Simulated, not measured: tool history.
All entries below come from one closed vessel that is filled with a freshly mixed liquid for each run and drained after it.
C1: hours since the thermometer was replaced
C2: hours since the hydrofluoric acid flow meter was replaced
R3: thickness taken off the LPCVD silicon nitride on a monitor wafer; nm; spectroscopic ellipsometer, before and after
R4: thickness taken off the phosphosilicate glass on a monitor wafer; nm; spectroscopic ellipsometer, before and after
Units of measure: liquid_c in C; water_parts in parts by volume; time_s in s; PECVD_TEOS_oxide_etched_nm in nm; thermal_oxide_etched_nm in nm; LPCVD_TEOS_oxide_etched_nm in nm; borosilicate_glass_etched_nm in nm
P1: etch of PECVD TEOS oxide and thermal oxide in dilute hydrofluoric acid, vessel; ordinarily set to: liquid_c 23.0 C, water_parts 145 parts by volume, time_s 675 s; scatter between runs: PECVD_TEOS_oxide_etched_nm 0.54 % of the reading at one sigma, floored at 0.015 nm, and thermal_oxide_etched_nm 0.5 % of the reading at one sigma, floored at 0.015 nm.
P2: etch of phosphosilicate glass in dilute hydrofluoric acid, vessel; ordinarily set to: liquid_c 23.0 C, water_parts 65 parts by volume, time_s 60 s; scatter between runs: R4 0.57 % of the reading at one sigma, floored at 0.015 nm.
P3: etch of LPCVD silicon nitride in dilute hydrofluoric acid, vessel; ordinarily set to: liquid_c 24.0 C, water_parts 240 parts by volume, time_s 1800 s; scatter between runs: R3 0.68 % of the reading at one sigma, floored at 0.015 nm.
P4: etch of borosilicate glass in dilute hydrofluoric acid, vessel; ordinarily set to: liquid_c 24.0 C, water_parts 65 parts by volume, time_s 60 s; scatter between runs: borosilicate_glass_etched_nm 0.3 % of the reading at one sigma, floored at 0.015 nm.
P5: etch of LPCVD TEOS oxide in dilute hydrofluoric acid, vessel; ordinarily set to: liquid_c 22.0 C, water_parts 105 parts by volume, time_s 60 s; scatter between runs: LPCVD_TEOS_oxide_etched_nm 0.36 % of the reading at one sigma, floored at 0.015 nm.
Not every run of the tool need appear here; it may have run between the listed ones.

Run 1, hour 3.1: process P1, liquid_c 23.0 C, water_parts 145 parts by volume, time_s 675 s; C1 500.8; C2 615.0. Result: PECVD_TEOS_oxide_etched_nm 45.5090 nm, thermal_oxide_etched_nm 20.11800 nm.
Run 2, hour 6.2: process P3, liquid_c 24.0 C, water_parts 365 parts by volume, time_s 1800 s; C1 503.9; C2 618.1. Result: R3 2.3413 nm.
Run 3, hour 12.2: process P1, liquid_c 23.0 C, water_parts 145 parts by volume, time_s 30 s; C1 509.9; C2 624.1. Result: PECVD_TEOS_oxide_etched_nm 2.0388 nm, thermal_oxide_etched_nm 0.88964 nm.
Run 4, hour 18.1: process P2, liquid_c 23.0 C, water_parts 65 parts by volume, time_s 30 s; C1 515.8; C2 630.0. Result: R4 93.385 nm.
Run 5, hour 23.0: process P3, liquid_c 19.5 C, water_parts 240 parts by volume, time_s 1800 s; C1 520.7; C2 634.9. Result: R3 2.6318 nm.
Run 6, hour 28.1: process P1, liquid_c 23.0 C, water_parts 65 parts by volume, time_s 675 s; C1 525.8; C2 640.0. Result: PECVD_TEOS_oxide_etched_nm 112.2600 nm, thermal_oxide_etched_nm 49.00800 nm.
Run 7, hour 34.2: process P2, liquid_c 23.0 C, water_parts 65 parts by volume, time_s 60 s; C1 531.9; C2 646.1. Result: R4 188.480 nm.
Run 8, hour 39.3: process P2, liquid_c 23.0 C, water_parts 40 parts by volume, time_s 60 s; C1 537.0; C2 651.2. Result: R4 315.370 nm.
Run 9, hour 42.4: process P5, liquid_c 22.0 C, water_parts 105 parts by volume, time_s 60 s; C1 540.1; C2 654.3. Result: LPCVD_TEOS_oxide_etched_nm 12.3610 nm.
Run 10, hour 47.0: process P1, liquid_c 23.0 C, water_parts 195 parts by volume, time_s 675 s; C1 544.7; C2 658.9. Result: PECVD_TEOS_oxide_etched_nm 31.9380 nm, thermal_oxide_etched_nm 14.06700 nm.
Run 11, hour 53.1: process P5, liquid_c 22.0 C, water_parts 105 parts by volume, time_s 110 s; C1 550.8; C2 665.0. Result: LPCVD_TEOS_oxide_etched_nm 22.6060 nm.
Run 12, hour 57.7: process P4, liquid_c 28.0 C, water_parts 65 parts by volume, time_s 60 s; C1 555.4; C2 669.6. Result: borosilicate_glass_etched_nm 30.134 nm.
Run 13, hour 60.6: process P2, liquid_c 29.5 C, water_parts 65 parts by volume, time_s 60 s; C1 558.3; C2 672.5. Result: R4 243.280 nm.
Run 14, hour 64.3: process P1, liquid_c 23.0 C, water_parts 145 parts by volume, time_s 675 s; C1 562.0; C2 676.2. Result: PECVD_TEOS_oxide_etched_nm 46.0780 nm, thermal_oxide_etched_nm 20.09700 nm.
Run 15, hour 69.8: process P1, liquid_c 23.0 C, water_parts 145 parts by volume, time_s 675 s; C1 567.5; C2 681.7. Result: PECVD_TEOS_oxide_etched_nm 45.7720 nm, thermal_oxide_etched_nm 20.18800 nm.
Run 16, hour 73.8: process P4, liquid_c 24.0 C, water_parts 115 parts by volume, time_s 60 s; C1 571.5; C2 685.7. Result: borosilicate_glass_etched_nm 13.628 nm.
Run 17, hour 80.6: process P1, liquid_c 23.0 C, water_parts 145 parts by volume, time_s 980 s; C1 578.3; C2 692.5. Result: PECVD_TEOS_oxide_etched_nm 66.5110 nm, thermal_oxide_etched_nm 28.95800 nm.
Run 18, hour 86.9: process P4, liquid_c 24.0 C, water_parts 65 parts by volume, time_s 120 s; C1 584.6; C2 698.8. Result: borosilicate_glass_etched_nm 51.423 nm.
At hour 88.8: thermometer replaced.
Run 19, hour 90.1: process P5, liquid_c 27.5 C, water_parts 105 parts by volume, time_s 60 s; C1 1.3; C2 702.0. Result: LPCVD_TEOS_oxide_etched_nm 15.2910 nm.
Run 20, hour 96.4: process P4, liquid_c 24.0 C, water_parts 65 parts by volume, time_s 60 s; C1 7.6; C2 708.3. Result: borosilicate_glass_etched_nm 25.632 nm.
Run 21, hour 101.7: process P3, liquid_c 24.0 C, water_parts 240 parts by volume, time_s 560 s; C1 12.9; C2 713.6. Result: R3 1.1034 nm.
Run 22, hour 107.7: process P5, liquid_c 22.0 C, water_parts 155 parts by volume, time_s 60 s; C1 18.9; C2 719.6. Result: LPCVD_TEOS_oxide_etched_nm 7.9014 nm.
Run 23, hour 112.0: process P1, liquid_c 18.0 C, water_parts 235 parts by volume, time_s 675 s; C1 23.2; C2 723.9. Result: PECVD_TEOS_oxide_etched_nm 21.3220 nm, thermal_oxide_etched_nm 9.31160 nm.
Run 24, hour 118.1: process P5, liquid_c 22.0 C, water_parts 105 parts by volume, time_s 60 s; C1 29.3; C2 730.0. Result: LPCVD_TEOS_oxide_etched_nm 12.2950 nm.
Run 25, hour 123.4: process P1, liquid_c 23.0 C, water_parts 35 parts by volume, time_s 1215 s; C1 34.6; C2 735.3. Result: PECVD_TEOS_oxide_etched_nm 390.8400 nm, thermal_oxide_etched_nm 171.08000 nm.
Run 26, hour 129.2: process P3, liquid_c 24.0 C, water_parts 240 parts by volume, time_s 1800 s; C1 40.4; C2 741.1. Result: R3 3.5245 nm.
Run 27, hour 135.1: process P1, liquid_c 17.0 C, water_parts 145 parts by volume, time_s 675 s; C1 46.3; C2 747.0. Result: PECVD_TEOS_oxide_etched_nm 35.9630 nm, thermal_oxide_etched_nm 15.84600 nm.
Run 28, hour 141.8: process P3, liquid_c 24.0 C, water_parts 240 parts by volume, time_s 1800 s; C1 53.0; C2 753.7. Result: R3 3.5064 nm.
Run 29, hour 145.9: process P1, liquid_c 28.5 C, water_parts 145 parts by volume, time_s 675 s; C1 57.1; C2 757.8. Result: PECVD_TEOS_oxide_etched_nm 56.5330 nm, thermal_oxide_etched_nm 24.47800 nm.
Run 30, hour 151.0: process P1, liquid_c 23.0 C, water_parts 145 parts by volume, time_s 675 s; C1 62.2; C2 762.9. Result: PECVD_TEOS_oxide_etched_nm 46.0410 nm, thermal_oxide_etched_nm 20.10900 nm.
Run 31, hour 155.1: process P1, liquid_c 23.0 C, water_parts 145 parts by volume, time_s 675 s; C1 66.3; C2 767.0. Result: PECVD_TEOS_oxide_etched_nm 45.5980 nm, thermal_oxide_etched_nm 20.06200 nm.
Run 32, hour 160.4: process P1, liquid_c 23.0 C, water_parts 145 parts by volume, time_s 675 s; C1 71.6; C2 772.3. Result: PECVD_TEOS_oxide_etched_nm 47.3760 nm, thermal_oxide_etched_nm 20.74100 nm.
Run 33, hour 166.3: process P1, liquid_c 23.0 C, water_parts 145 parts by volume, time_s 675 s; C1 77.5; C2 778.2. Result: PECVD_TEOS_oxide_etched_nm 48.8000 nm, thermal_oxide_etched_nm 21.34400 nm.
Run 34, hour 169.9: process P1, liquid_c 23.0 C, water_parts 145 parts by volume, time_s 675 s; C1 81.1; C2 781.8. Result: PECVD_TEOS_oxide_etched_nm 48.7050 nm, thermal_oxide_etched_nm 21.31700 nm.
Run 35, hour 174.0: process P1, liquid_c 23.0 C, water_parts 145 parts by volume, time_s 675 s; C1 85.2; C2 785.9. Result: PECVD_TEOS_oxide_etched_nm 49.1140 nm, thermal_oxide_etched_nm 21.55000 nm.
Run 36, hour 177.5: process P1, liquid_c 23.0 C, water_parts 145 parts by volume, time_s 675 s; C1 88.7; C2 789.4. Result: PECVD_TEOS_oxide_etched_nm 49.3890 nm, thermal_oxide_etched_nm 21.71500 nm.
Run 37, hour 184.1: process P1, liquid_c 23.0 C, water_parts 145 parts by volume, time_s 675 s; C1 95.3; C2 796.0. Result: PECVD_TEOS_oxide_etched_nm 50.0570 nm, thermal_oxide_etched_nm 21.77400 nm.
Run 38, hour 189.5: process P1, liquid_c 23.0 C, water_parts 145 parts by volume, time_s 675 s; C1 100.7; C2 801.4. Result: PECVD_TEOS_oxide_etched_nm 49.8040 nm, thermal_oxide_etched_nm 21.92400 nm.
Run 39, hour 193.7: process P1, liquid_c 23.0 C, water_parts 145 parts by volume, time_s 675 s; C1 104.9; C2 805.6. Result: PECVD_TEOS_oxide_etched_nm 49.2500 nm, thermal_oxide_etched_nm 21.89800 nm.
Run 40, hour 200.1: process P1, liquid_c 23.0 C, water_parts 145 parts by volume, time_s 675 s; C1 111.3; C2 812.0. Result: PECVD_TEOS_oxide_etched_nm 49.7390 nm, thermal_oxide_etched_nm 21.86800 nm.

What P1 gives has crept away from where it was. These 2 causes fit the log equally well, each at the size given:
A: hydrofluoric acid flow above the setpoint (%) = 8.08
B: liquid hotter than its thermometer reads (K) = 2.35
The gradual shift began around hour 155.1.

Of the 4 check runs below, each run on 2 wafers with the results averaged and each result still a question mark, which one would tell the listed causes apart?
Run check 1, hour 206.5: process P2, liquid_c 29.5 C, water_parts 65 parts by volume, time_s 30 s. Result: R4 ?.
Run check 2, hour 206.5: process P3, liquid_c 24.0 C, water_parts 350 parts by volume, time_s 1800 s. Result: R3 ?.
Run check 3, hour 206.5: process P4, liquid_c 24.0 C, water_parts 105 parts by volume, time_s 60 s. Result: borosilicate_glass_etched_nm ?.
Run check 4, hour 206.5: process P5, liquid_c 25.0 C, water_parts 105 parts by volume, time_s 110 s. Result: LPCVD_TEOS_oxide_etched_nm ?.

How each check would come out, cause by cause:
  check                        result     if A     if B
check 1                            R4  131.980  132.700
check 2                            R3   2.5964   2.7636
check 3  borosilicate_glass_etched_nm   16.488   16.561
check 4    LPCVD_TEOS_oxide_etched_nm  27.7850  27.8780
Per-check spread between the two closest causes, in the result where they differ most: check 1 0.55 %; check 2 6.24 %; check 3 0.44 %; check 4 0.34 %
Check 2 distinguishes between the causes, while the remaining checks would return nearly the same result for all of them.

Running check 2 produced the following: R3 2.5884 nm. Which one of the listed causes fits?

The correct cause is A, namely: hydrofluoric acid flow above the setpoint (%).
